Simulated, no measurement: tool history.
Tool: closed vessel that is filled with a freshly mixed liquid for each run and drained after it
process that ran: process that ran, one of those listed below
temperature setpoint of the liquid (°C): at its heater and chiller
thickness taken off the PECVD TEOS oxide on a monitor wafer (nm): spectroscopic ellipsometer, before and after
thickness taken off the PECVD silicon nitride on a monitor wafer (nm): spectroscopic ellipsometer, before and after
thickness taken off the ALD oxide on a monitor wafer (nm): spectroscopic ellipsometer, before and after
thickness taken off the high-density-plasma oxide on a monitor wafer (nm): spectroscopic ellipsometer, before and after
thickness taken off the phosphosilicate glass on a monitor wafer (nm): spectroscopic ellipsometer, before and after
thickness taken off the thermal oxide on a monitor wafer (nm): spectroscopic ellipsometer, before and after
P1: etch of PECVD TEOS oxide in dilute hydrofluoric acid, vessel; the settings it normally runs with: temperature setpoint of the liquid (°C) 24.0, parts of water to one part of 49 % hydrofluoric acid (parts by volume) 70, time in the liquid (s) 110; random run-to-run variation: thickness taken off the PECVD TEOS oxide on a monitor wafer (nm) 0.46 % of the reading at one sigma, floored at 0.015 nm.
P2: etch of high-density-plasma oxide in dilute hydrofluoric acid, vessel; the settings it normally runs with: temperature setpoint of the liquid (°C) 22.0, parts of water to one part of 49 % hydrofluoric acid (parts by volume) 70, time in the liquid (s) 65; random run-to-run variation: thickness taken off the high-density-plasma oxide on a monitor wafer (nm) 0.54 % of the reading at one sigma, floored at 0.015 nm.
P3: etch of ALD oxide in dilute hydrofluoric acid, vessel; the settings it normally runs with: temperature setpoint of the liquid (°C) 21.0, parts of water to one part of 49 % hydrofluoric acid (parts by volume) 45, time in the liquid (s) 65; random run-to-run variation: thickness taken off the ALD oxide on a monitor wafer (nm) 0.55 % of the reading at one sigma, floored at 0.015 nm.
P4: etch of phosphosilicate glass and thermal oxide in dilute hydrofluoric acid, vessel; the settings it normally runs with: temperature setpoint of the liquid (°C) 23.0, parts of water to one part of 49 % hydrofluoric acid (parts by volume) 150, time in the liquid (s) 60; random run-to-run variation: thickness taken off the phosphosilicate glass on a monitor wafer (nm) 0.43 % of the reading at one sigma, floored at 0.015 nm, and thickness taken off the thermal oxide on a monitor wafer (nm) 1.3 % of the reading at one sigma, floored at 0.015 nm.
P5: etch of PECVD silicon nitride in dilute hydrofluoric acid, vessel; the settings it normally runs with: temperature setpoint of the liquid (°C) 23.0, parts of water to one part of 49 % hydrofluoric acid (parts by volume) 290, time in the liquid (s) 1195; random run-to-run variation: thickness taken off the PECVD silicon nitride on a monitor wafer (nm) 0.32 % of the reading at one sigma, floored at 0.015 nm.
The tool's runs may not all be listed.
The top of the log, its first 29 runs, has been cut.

run     day  process that ran  temperature setpoint of the liquid (°C)  parts of water to one part of 49 % hydrofluoric acid (parts by volume)  time in the liquid (s)  hours since the thermometer was replaced  hours since the hydrofluoric acid flow meter was replaced  thickness taken off the PECVD TEOS oxide on a monitor wafer (nm)  thickness taken off the PECVD silicon nitride on a monitor wafer (nm)  thickness taken off the ALD oxide on a monitor wafer (nm)  thickness taken off the high-density-plasma oxide on a monitor wafer (nm)  thickness taken off the phosphosilicate glass on a monitor wafer (nm)  thickness taken off the thermal oxide on a monitor wafer (nm)
 30  13.392                P1                                     17.0                                                                      70                     110                                    1713.6                                                      906.3                                                           35.0060
 31  13.850                P4                                     23.0                                                                     150                      60                                    1724.6                                                      917.3                                                                                                                                                                                                                                                                                                                                                71.388                                                         1.7281
 32  14.329                P4                                     23.0                                                                     150                     100                                    1736.1                                                      928.8                                                                                                                                                                                                                                                                                                                                               119.340                                                         2.8593
 33  14.975                P1                                     24.0                                                                      70                     110                                    1751.6                                                      944.3                                                           46.7350
 34  15.471                P1                                     24.0                                                                      70                     110                                    1763.5                                                      956.2                                                           48.1580
 35  15.988                P1                                     24.0                                                                      70                     110                                    1775.9                                                      968.6                                                           49.4530
 36  16.304                P1                                     24.0                                                                      70                     110                                    1783.5                                                      976.2                                                           49.8370
 37  16.746                P1                                     24.0                                                                      70                     110                                    1794.1                                                      986.8                                                           50.5390
 38  17.033                P1                                     24.0                                                                      70                     110                                    1801.0                                                      993.7                                                           50.5640
 39  17.450                P1                                     24.0                                                                      70                     110                                    1811.0                                                     1003.7                                                           51.5470
 40  17.846                P1                                     24.0                                                                      70                     110                                    1820.5                                                     1013.2                                                           50.8140
 41  18.225                P1                                     24.0                                                                      70                     110                                    1829.6                                                     1022.3                                                           51.1300

Forecast run 42:
 42  18.754                P1                                     24.0                                                                      70                     110                                    1842.3                                                     1035.0                                                                 ?

{"run 42": {"thickness taken off the PECVD TEOS oxide on a monitor wafer (nm)": 50.948}}
